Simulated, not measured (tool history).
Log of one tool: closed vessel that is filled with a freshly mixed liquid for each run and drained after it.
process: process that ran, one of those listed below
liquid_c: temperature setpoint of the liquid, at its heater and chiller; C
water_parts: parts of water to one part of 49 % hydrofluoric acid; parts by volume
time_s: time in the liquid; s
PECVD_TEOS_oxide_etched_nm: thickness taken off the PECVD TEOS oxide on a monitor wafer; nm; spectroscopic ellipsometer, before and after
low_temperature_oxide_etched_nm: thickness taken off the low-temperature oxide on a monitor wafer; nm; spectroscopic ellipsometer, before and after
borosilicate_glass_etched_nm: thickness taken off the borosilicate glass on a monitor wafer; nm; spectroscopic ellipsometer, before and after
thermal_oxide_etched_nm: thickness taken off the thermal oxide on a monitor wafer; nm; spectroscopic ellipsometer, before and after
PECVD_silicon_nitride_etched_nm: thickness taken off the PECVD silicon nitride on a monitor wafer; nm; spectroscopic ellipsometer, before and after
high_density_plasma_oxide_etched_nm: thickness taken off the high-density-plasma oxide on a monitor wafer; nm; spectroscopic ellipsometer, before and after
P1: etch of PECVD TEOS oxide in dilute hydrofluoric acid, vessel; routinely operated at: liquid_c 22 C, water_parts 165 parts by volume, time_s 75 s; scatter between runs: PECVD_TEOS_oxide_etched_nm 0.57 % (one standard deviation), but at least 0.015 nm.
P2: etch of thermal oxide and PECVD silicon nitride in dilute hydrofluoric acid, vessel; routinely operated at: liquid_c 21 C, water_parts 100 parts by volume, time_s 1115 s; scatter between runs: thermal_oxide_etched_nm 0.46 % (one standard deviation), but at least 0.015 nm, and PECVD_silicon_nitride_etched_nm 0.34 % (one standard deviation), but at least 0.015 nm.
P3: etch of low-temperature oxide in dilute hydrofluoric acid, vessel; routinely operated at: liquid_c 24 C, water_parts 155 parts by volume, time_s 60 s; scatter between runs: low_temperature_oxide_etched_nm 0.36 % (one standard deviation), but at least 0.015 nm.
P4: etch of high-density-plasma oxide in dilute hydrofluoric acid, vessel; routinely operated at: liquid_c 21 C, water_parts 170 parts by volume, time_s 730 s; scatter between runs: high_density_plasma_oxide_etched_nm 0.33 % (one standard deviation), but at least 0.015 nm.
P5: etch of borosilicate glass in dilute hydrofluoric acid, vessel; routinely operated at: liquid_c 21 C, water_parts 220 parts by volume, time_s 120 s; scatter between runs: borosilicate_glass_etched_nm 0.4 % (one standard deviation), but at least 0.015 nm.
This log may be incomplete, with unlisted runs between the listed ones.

run   hour  process  liquid_c  water_parts  time_s  hours since the thermometer was replaced  hours since the hydrofluoric acid flow meter was replaced  PECVD_TEOS_oxide_etched_nm  low_temperature_oxide_etched_nm  borosilicate_glass_etched_nm  thermal_oxide_etched_nm  PECVD_silicon_nitride_etched_nm  high_density_plasma_oxide_etched_nm
  1   12.7       P1        22          165      75                                    2006.3                                                      299.8                      5.5101
  2   20.7       P3        29          155      60                                    2014.3                                                      307.8                                                       10.605
  3   31.7       P1        22           30      75                                    2025.3                                                      318.8                      35.619
  4     41       P1        22          165      35                                    2034.6                                                      328.1                      2.5542
  5   49.9       P1        22          165      75                                    2043.5                                                        337                      5.5405
  6   60.1       P5        21          220     215                                    2053.7                                                      347.2                                                                                     27.311
  7   67.3       P1        17          285      75                                    2060.9                                                      354.4                      2.3553
  8   81.2       P2        21          100    1115                                    2074.8                                                      368.3                                                                                                              48.827                           22.368
  9   92.2       P1        22          165     130                                    2085.8                                                      379.3                      9.6247
 10    104       P1        22          165      75                                    2097.6                                                      391.1                      5.4602
 11  115.1       P4        21          170     730                                    2108.7                                                      402.2                                                                                                                                                                                    18.245
 12  124.1       P2        21          100    1790                                    2117.7                                                      411.2                                                                                                              78.423                           36.025
 13  136.9       P1        22          165      75                                    2130.5                                                        424                      5.5026
 14  150.7       P5        17          220     120                                    2144.3                                                      437.8                                                                                     13.034
 15  165.4       P4        21          170     730                                      2159                                                      452.5                                                                                                                                                                                    18.168
 16    181       P1        18          165      75                                    2174.6                                                      468.1                      4.7685
 17    194       P3        24          155      30                                    2187.6                                                      481.1                                                       4.4075
 18  207.2       P4        21          170     275                                    2200.8                                                      494.3                                                                                                                                                                                    6.9026
 19  214.6       P1        22          225      75                                    2208.2                                                      501.7                      3.8039
 20  226.5       P3        24          155      60                                    2220.1                                                      513.6                                                       8.8352
 21  239.7       P2        21           60    1115                                    2233.3                                                      526.8                                                                                                              85.216                           36.732
 22  253.6       P5        21           55     120                                    2247.2                                                      540.7                                                                                     72.577
 23  269.3       P1        27          165      75                                    2262.9                                                      556.4                      6.6743
 24  276.4       P1        22          165      75                                      2270                                                      563.5                      5.5191
     277.9  -- hydrofluoric acid flow meter replaced
 25  289.9       P2        21          100    1115                                    2283.5                                                         12                                                                                                              48.543                           22.443
 26  297.6       P4        21           40     730                                    2291.2                                                       19.7                                                                                                                                                                                    89.827
 27  307.1       P5        21          220     120                                    2300.7                                                       29.2                                                                                     15.225
 28  322.5       P3        24          275      60                                    2316.1                                                       44.6                                                       4.3536
 29  332.9       P2        28          100    1115                                    2326.5                                                         55                                                                                                              63.804                           35.317
 30  347.1       P4      28.5          170     730                                    2340.7                                                       69.2                                                                                                                                                                                    24.241
 31  359.1       P1        22          165      75                                    2352.7                                                       81.2                      5.5334
 32  372.2       P1        22          165      75                                    2365.8                                                       94.3                      5.6853
 33  387.2       P1        22          165      75                                    2380.8                                                      109.3                      5.7817
 34  394.3       P1        22          165      75                                    2387.9                                                      116.4                      5.7776
 35    407       P1        22          165      75                                    2400.6                                                      129.1                      5.8738
 36    422       P1        22          165      75                                    2415.6                                                      144.1                      5.8882
 37  435.7       P1        22          165      75                                    2429.3                                                      157.8                      5.8893
 38  450.7       P1        22          165      75                                    2444.3                                                      172.8                      5.9209

What P1 gives has crept off from where it sat before. The 2 causes that follow fit the log equally well, each at the size noted:
A: hydrofluoric acid flow above the setpoint (%) = 5.87
B: liquid hotter than its thermometer reads (K) = 1.75
Onset of the creep was near hour 359.1.

Which of the 4 check runs listed below separates the causes, so that each cause would produce a clearly different result? Each run uses one wafer, and its results are marked with question marks.
check 1  465.7       P5        21          220     120                                                                                                                                                                                               ?
check 2  465.7       P4        21          170     730                                                                                                                                                                                                                                                                                              ?
check 3  465.7       P3        24          155      60                                                                                                                                                                 ?
check 4  465.7       P2        21          100    1115                                                                                                                                                                                                                        ?                                ?

Predicted outcomes, by check and by cause:
  check                               result    if A    if B
check 1         borosilicate_glass_etched_nm  16.288  16.228
check 2  high_density_plasma_oxide_etched_nm  19.469  19.479
check 3      low_temperature_oxide_etched_nm   9.452  9.4449
check 4              thermal_oxide_etched_nm  51.912  52.294
check 4      PECVD_silicon_nitride_etched_nm  23.644  25.146
How far apart the two closest causes lie, in the result that separates them most: check 1 0.37 %; check 2 0.05 %; check 3 0.07 %; check 4 6.16 %
Check 4 distinguishes between the causes, while the remaining checks would return nearly the same result for all of them.

Check 4 was then run and gave: thermal_oxide_etched_nm 52.235 nm; PECVD_silicon_nitride_etched_nm 23.728 nm. Which cause is it?

It is A: hydrofluoric acid flow above the setpoint (%).

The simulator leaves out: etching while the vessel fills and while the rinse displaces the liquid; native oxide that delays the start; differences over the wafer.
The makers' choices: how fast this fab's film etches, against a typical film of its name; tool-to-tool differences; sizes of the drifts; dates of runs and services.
